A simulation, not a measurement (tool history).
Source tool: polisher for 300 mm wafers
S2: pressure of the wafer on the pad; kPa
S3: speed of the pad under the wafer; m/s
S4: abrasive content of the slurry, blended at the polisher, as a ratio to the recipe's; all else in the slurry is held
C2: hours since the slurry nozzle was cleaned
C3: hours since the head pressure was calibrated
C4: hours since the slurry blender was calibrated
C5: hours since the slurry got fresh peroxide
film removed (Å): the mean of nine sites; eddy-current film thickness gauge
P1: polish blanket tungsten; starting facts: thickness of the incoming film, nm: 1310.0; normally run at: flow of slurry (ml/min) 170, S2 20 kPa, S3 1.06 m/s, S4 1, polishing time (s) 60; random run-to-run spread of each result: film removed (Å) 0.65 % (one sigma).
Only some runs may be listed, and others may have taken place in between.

{"run": 1, "day": 0.133, "flow of slurry (ml/min)": 170, "S2": 20, "S3": 1.06, "S4": 1, "polishing time (s)": 60, "wafers polished on this pad": 363, "C2": 181, "C3": 414.4, "C4": 262.5, "C5": 18, "film removed (Å)": 2715.6}
{"run": 2, "day": 0.271, "flow of slurry (ml/min)": 170, "S2": 20, "S3": 0.48, "S4": 1, "polishing time (s)": 60, "wafers polished on this pad": 402, "C2": 184.3, "C3": 417.7, "C4": 265.8, "C5": 21.3, "film removed (Å)": 1228.8}
{"run": 3, "day": 0.375, "flow of slurry (ml/min)": 170, "S2": 27.6, "S3": 1.06, "S4": 1, "polishing time (s)": 60, "wafers polished on this pad": 432, "C2": 186.8, "C3": 420.2, "C4": 268.3, "C5": 23.8, "film removed (Å)": 3741.8}
{"run": 4, "day": 0.492, "flow of slurry (ml/min)": 245, "S2": 20, "S3": 1.06, "S4": 0.75, "polishing time (s)": 60, "wafers polished on this pad": 465, "C2": 189.6, "C3": 423, "C4": 271.1, "C5": 26.6, "film removed (Å)": 2658}
{"run": 5, "day": 0.579, "flow of slurry (ml/min)": 170, "S2": 20, "S3": 1.06, "S4": 1, "polishing time (s)": 60, "wafers polished on this pad": 490, "C2": 191.7, "C3": 425.1, "C4": 273.2, "C5": 28.7, "film removed (Å)": 2741.4}
{"run": 6, "day": 0.712, "flow of slurry (ml/min)": 265, "S2": 20, "S3": 1.06, "S4": 1, "polishing time (s)": 60, "wafers polished on this pad": 528, "C2": 194.9, "C3": 428.3, "C4": 276.4, "C5": 31.9, "film removed (Å)": 2816.7}
{"run": 7, "day": 0.892, "flow of slurry (ml/min)": 170, "S2": 20, "S3": 1.06, "S4": 1.3, "polishing time (s)": 60, "wafers polished on this pad": 579, "C2": 199.2, "C3": 432.6, "C4": 280.7, "C5": 36.2, "film removed (Å)": 2874.2}
{"run": 8, "day": 1.008, "flow of slurry (ml/min)": 100, "S2": 20, "S3": 1.06, "S4": 1.3, "polishing time (s)": 60, "wafers polished on this pad": 612, "C2": 202, "C3": 435.4, "C4": 283.5, "C5": 39, "film removed (Å)": 2572.6}
{"run": 9, "day": 1.108, "flow of slurry (ml/min)": 170, "S2": 20, "S3": 1.6, "S4": 1.4, "polishing time (s)": 60, "wafers polished on this pad": 641, "C2": 204.4, "C3": 437.8, "C4": 285.9, "C5": 41.4, "film removed (Å)": 4445.7}
{"run": 10, "day": 1.196, "flow of slurry (ml/min)": 170, "S2": 20, "S3": 1.6, "S4": 1, "polishing time (s)": 60, "wafers polished on this pad": 666, "C2": 206.5, "C3": 439.9, "C4": 288, "C5": 43.5, "film removed (Å)": 4063.2}
{"run": 11, "day": 1.308, "flow of slurry (ml/min)": 170, "S2": 20, "S3": 1.06, "S4": 0.65, "polishing time (s)": 60, "wafers polished on this pad": 698, "C2": 209.2, "C3": 442.6, "C4": 290.7, "C5": 46.2, "film removed (Å)": 2432.1}
{"run": 12, "day": 1.417, "flow of slurry (ml/min)": 120, "S2": 20, "S3": 1.06, "S4": 1, "polishing time (s)": 60, "wafers polished on this pad": 729, "C2": 211.8, "C3": 445.2, "C4": 293.3, "C5": 48.8, "film removed (Å)": 2558.2}
{"run": 13, "day": 1.533, "flow of slurry (ml/min)": 170, "S2": 20, "S3": 1.06, "S4": 1, "polishing time (s)": 92, "wafers polished on this pad": 762, "C2": 214.6, "C3": 448, "C4": 296.1, "C5": 51.6, "film removed (Å)": 4174.3}
{"day": 1.538, "done": "head pressure recalibrated"}
{"run": 14, "day": 1.633, "flow of slurry (ml/min)": 170, "S2": 9, "S3": 1.06, "S4": 1, "polishing time (s)": 60, "wafers polished on this pad": 790, "C2": 217, "C3": 2.3, "C4": 298.5, "C5": 54, "film removed (Å)": 1217.3}
{"run": 15, "day": 1.754, "flow of slurry (ml/min)": 170, "S2": 20, "S3": 1.06, "S4": 1, "polishing time (s)": 60, "wafers polished on this pad": 825, "C2": 219.9, "C3": 5.2, "C4": 301.4, "C5": 56.9, "film removed (Å)": 2691.6}
{"run": 16, "day": 1.904, "flow of slurry (ml/min)": 170, "S2": 20, "S3": 1.06, "S4": 1, "polishing time (s)": 35, "wafers polished on this pad": 868, "C2": 223.5, "C3": 8.8, "C4": 305, "C5": 60.5, "film removed (Å)": 1575.1}
{"run": 17, "day": 2.046, "flow of slurry (ml/min)": 170, "S2": 20, "S3": 1.06, "S4": 1, "polishing time (s)": 60, "wafers polished on this pad": 908, "C2": 226.9, "C3": 12.2, "C4": 308.4, "C5": 63.9, "film removed (Å)": 2712.7}
{"run": 18, "day": 2.179, "flow of slurry (ml/min)": 170, "S2": 20, "S3": 1.06, "S4": 1, "polishing time (s)": 60, "wafers polished on this pad": 946, "C2": 230.1, "C3": 15.4, "C4": 311.6, "C5": 67.1, "film removed (Å)": 2720.1}
{"run": 19, "day": 2.279, "flow of slurry (ml/min)": 170, "S2": 20, "S3": 1.06, "S4": 1, "polishing time (s)": 60, "wafers polished on this pad": 974, "C2": 232.5, "C3": 17.8, "C4": 314, "C5": 69.5, "film removed (Å)": 2663.8}
{"run": 20, "day": 2.442, "flow of slurry (ml/min)": 170, "S2": 20, "S3": 1.06, "S4": 1, "polishing time (s)": 60, "wafers polished on this pad": 1021, "C2": 236.4, "C3": 21.7, "C4": 317.9, "C5": 73.4, "film removed (Å)": 2639.9}
{"run": 21, "day": 2.538, "flow of slurry (ml/min)": 170, "S2": 20, "S3": 1.06, "S4": 1, "polishing time (s)": 60, "wafers polished on this pad": 1048, "C2": 238.7, "C3": 24, "C4": 320.2, "C5": 75.7, "film removed (Å)": 2566.5}
{"run": 22, "day": 2.696, "flow of slurry (ml/min)": 170, "S2": 20, "S3": 1.06, "S4": 1, "polishing time (s)": 60, "wafers polished on this pad": 1093, "C2": 242.5, "C3": 27.8, "C4": 324, "C5": 79.5, "film removed (Å)": 2572.8}
{"day": 2.804, "done": "head pressure recalibrated"}
{"run": 23, "day": 2.842, "flow of slurry (ml/min)": 170, "S2": 20, "S3": 1.06, "S4": 1, "polishing time (s)": 60, "wafers polished on this pad": 1135, "C2": 246, "C3": 0.9, "C4": 327.5, "C5": 83, "film removed (Å)": 2539.9}
{"day": 2.854, "done": "slurry tank refilled with fresh slurry and peroxide"}
{"run": 24, "day": 3.017, "flow of slurry (ml/min)": 170, "S2": 20, "S3": 1.06, "S4": 1, "polishing time (s)": 60, "wafers polished on this pad": 1184, "C2": 250.2, "C3": 5.1, "C4": 331.7, "C5": 4, "film removed (Å)": 2532.5}
{"day": 3.075, "done": "worn pad replaced by a new one"}
{"run": 25, "day": 3.188, "flow of slurry (ml/min)": 170, "S2": 20, "S3": 1.06, "S4": 1, "polishing time (s)": 60, "wafers polished on this pad": 33, "C2": 254.3, "C3": 9.2, "C4": 335.8, "C5": 8.1, "film removed (Å)": 2492.5}
{"run": 26, "day": 3.362, "flow of slurry (ml/min)": 170, "S2": 20, "S3": 1.06, "S4": 1, "polishing time (s)": 60, "wafers polished on this pad": 82, "C2": 258.5, "C3": 13.4, "C4": 340, "C5": 12.3, "film removed (Å)": 2486.9}

The next listed run, before its measurement:
{"run": 27, "day": 3.446, "flow of slurry (ml/min)": 170, "S2": 20, "S3": 1.06, "S4": 1, "polishing time (s)": 60, "wafers polished on this pad": 106, "C2": 260.5, "C3": 15.4, "C4": 342, "C5": 14.3, "film removed (Å)": "?"}

Run 27 gave film removed (Å) 2486.
